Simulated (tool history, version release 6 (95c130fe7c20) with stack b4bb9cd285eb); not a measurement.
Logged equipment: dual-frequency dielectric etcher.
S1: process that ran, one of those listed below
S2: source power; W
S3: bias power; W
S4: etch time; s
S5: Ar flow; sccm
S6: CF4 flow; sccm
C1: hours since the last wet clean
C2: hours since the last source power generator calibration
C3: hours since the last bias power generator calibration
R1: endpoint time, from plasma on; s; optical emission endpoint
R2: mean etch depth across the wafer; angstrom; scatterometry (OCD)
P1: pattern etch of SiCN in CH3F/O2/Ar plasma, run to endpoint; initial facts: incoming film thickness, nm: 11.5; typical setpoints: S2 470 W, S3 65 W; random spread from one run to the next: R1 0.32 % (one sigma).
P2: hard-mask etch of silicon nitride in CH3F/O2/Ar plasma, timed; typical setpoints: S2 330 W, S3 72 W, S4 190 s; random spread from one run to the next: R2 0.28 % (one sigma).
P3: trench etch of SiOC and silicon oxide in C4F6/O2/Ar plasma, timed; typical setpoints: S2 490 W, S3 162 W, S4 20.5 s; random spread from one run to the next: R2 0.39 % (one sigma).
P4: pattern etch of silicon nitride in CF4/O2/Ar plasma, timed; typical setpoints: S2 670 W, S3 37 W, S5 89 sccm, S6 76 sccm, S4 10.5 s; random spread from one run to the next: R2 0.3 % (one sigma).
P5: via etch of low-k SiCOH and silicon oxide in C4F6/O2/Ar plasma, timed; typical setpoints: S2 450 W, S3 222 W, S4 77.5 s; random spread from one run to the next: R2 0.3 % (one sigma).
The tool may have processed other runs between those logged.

run   hour  S1   S2   S3    S4  S5   S6     C1      C2      C3      R1      R2
  1    8.4  P1  470   65                 394.1  1212.6   524.3  29.937
  2   25.8  P3  490  162  11.5           411.5    1230   541.7          236.08
  3   40.9  P1  470   65                 426.6  1245.1   556.8  29.983
  4   54.1  P2  330   47   190           439.8  1258.3     570          1096.8
  5   63.8  P1  380   86                 449.5    1268   579.7   29.43
  6     80  P5  450  222  77.5           465.7  1284.2   595.9          2403.1
  7   90.5  P5  450  171  77.5           476.2  1294.7   606.4          2202.7
  8  100.8  P4  670   37  10.5  69   76  486.5    1305   616.7          234.23
  9  109.7  P4  670   37  10.5  89   76  495.4  1313.9   625.6          225.35
 10  122.4  P4  670   37  10.5  89  104  508.1  1326.6   638.3          236.01
 11  135.9  P4  670   37     6  89   76  521.6  1340.1   651.8          129.26
 12  146.8  P4  670   48  10.5  89   76  532.5    1351   662.7          248.33
 13  158.6  P1  290   65                 544.3  1362.8   674.5  36.135
 14  173.1  P2  330   72   190           558.8  1377.3     689          1272.8
 15  185.5  P2  330   72   278           571.2  1389.7   701.4          1841.4
 16  196.6  P1  470   65                 582.3  1400.8   712.5  30.074
 17  212.9  P1  470   65                 598.6  1417.1   728.8  29.988
 18  229.5  P5  330  222  77.5           615.2  1433.7   745.4          2119.6
 19  244.3  P1  470   43                   630  1448.5   760.2  34.431
 20  258.5  P4  510   37  10.5  89   76  644.2  1462.7   774.4          177.54
 21  267.1  P1  470   89                 652.8  1471.3     783  26.988
 22  277.3  P1  630   65                   663  1481.5   793.2  26.912
 23  289.3  P5  450  222  77.5             675  1493.5   805.2          2398.6
 24  299.1  P3  490  222  20.5           684.8  1503.3     815          463.85
 25  313.5  P3  330  162  20.5           699.2  1517.7   829.4          359.26
 26  331.8  P1  470   65                 717.5    1536   847.7  30.129
 27  349.8  P1  580   83                 735.5    1554   865.7  25.503
 28  362.2  P3  490  162  20.5           747.9  1566.4   878.1           419.7
 29  373.4  P2  240   72   190           759.1  1577.6   889.3            1123
 30  384.7  P5  450  222   116           770.4  1588.9   900.6          3585.6
 31  400.5  P1  470   65                 786.2  1604.7   916.4  30.122
 32  418.3  P1  470   65                   804  1622.5   934.2  30.255
 33  435.6  P1  470   65                 821.3  1639.8   951.5   30.36
 34  452.5  P1  470   65                 838.2  1656.7   968.4  30.403
 35  469.8  P1  470   65                 855.5    1674   985.7  30.427
 36  483.3  P1  470   65                   869  1687.5   999.2   30.36
 37  491.5  P1  470   65                 877.2  1695.7  1007.4  30.714
       506  -- wet clean of the chamber
 38  507.6  P1  470   65                   1.6  1711.8  1023.5  30.451
 39  518.4  P1  470   65                  12.4  1722.6  1034.3   30.53
 40  536.9  P1  470   65                  30.9  1741.1  1052.8  30.402
 41    548  P1  470   65                    42  1752.2  1063.9  30.704
 42  561.6  P1  470   65                  55.6  1765.8  1077.5  30.636

P1 has crept away from where it was. The log is fitted equally well by each of these 2 causes, at the sizes shown:
A: source power that arrives under what is set, % = 4.11
B: bias power that arrives under what is set, % = 4.59
The gradual shift began around hour 400.5.
The rest of the possible causes, and what rules out each one:
chamber walls in a state that lowers the etch rate, %: serviced at hour 506, after the change had begun; the process did not return to its earlier output

You are offered 4 check runs, listed below with question marks in place of their results; each one averages 2 wafers. Which run separates the listed causes by giving clearly different results for each?
check 1  575.2  P4  520   37   10.5  89  103                   ?
check 2  575.2  P3  350  219   20.5                            ?
check 3  575.2  P2  330   72  276.5                            ?
check 4  575.2  P5  370  222    105                            ?

What every check run would give for each of its results, assuming each possible cause in turn:
  check  result    if A    if B
check 1      R2  181.66  185.52
check 2      R2  400.55  400.77
check 3      R2  1813.8    1813
check 4      R2  2961.5  2963.3
Minimum pairwise separation of causes per check, each pair taken at its best-separating result: check 1 2.11 %; check 2 0.05 %; check 3 0.04 %; check 4 0.06 %
The other checks would show nearly matching results whichever cause is true, so check 1 is the only one that separates the causes.

With check 1 done, the readings were: R2 185.59 angstrom. Identify which of the listed causes applies.

B is the cause: bias power that arrives under what is set, %.
